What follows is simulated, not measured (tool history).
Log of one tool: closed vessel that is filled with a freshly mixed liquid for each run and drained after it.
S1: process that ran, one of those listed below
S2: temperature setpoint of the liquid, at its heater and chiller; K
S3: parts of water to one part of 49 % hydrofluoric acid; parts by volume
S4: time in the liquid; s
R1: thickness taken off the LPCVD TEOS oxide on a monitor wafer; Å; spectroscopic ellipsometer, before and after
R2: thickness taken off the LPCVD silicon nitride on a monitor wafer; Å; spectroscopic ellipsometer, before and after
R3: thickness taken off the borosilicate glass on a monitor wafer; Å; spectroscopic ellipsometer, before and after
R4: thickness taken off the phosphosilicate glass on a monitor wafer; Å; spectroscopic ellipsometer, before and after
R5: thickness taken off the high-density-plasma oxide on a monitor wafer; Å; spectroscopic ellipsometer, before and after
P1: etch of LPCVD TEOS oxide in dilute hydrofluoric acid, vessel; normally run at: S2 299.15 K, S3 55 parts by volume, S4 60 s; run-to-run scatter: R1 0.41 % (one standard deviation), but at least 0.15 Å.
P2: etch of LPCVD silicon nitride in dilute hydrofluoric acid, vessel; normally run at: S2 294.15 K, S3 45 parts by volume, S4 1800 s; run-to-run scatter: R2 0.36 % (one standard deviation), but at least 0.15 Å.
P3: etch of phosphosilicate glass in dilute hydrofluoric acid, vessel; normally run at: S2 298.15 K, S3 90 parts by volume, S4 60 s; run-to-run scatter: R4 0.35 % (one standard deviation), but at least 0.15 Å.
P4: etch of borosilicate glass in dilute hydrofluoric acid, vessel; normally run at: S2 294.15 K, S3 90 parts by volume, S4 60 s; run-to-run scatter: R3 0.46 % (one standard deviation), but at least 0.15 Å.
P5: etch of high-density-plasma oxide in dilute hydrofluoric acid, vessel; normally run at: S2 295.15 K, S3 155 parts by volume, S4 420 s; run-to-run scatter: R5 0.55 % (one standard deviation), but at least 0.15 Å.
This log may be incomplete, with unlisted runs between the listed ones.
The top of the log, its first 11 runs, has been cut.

run	hour	S1	S2	S3	S4	R1	R2	R3	R4	R5
12	145.7	P5	290.15	155	420					168.71
13	154.0	P1	292.15	55	60	532.70				
14	165.7	P5	295.15	155	235					116.00
15	174.8	P1	299.15	90	60	418.19				
16	189.4	P4	294.15	90	60			204.17		
17	198.1	P1	292.65	100	60	286.60				
18	212.6	P1	299.15	55	105	1245.60				
19	225.3	P3	298.15	140	60				689.14	
20	236.1	P1	299.15	55	60	717.41				
21	249.0	P1	307.15	55	60	977.73				
22	263.9	P4	294.15	90	30			100.91		
23	277.0	P1	293.15	20	60	1592.20				

The next listed run, before its measurement:
24	287.5	P3	294.15	90	60				?	

Run 24 gave R4 965.90 Å.
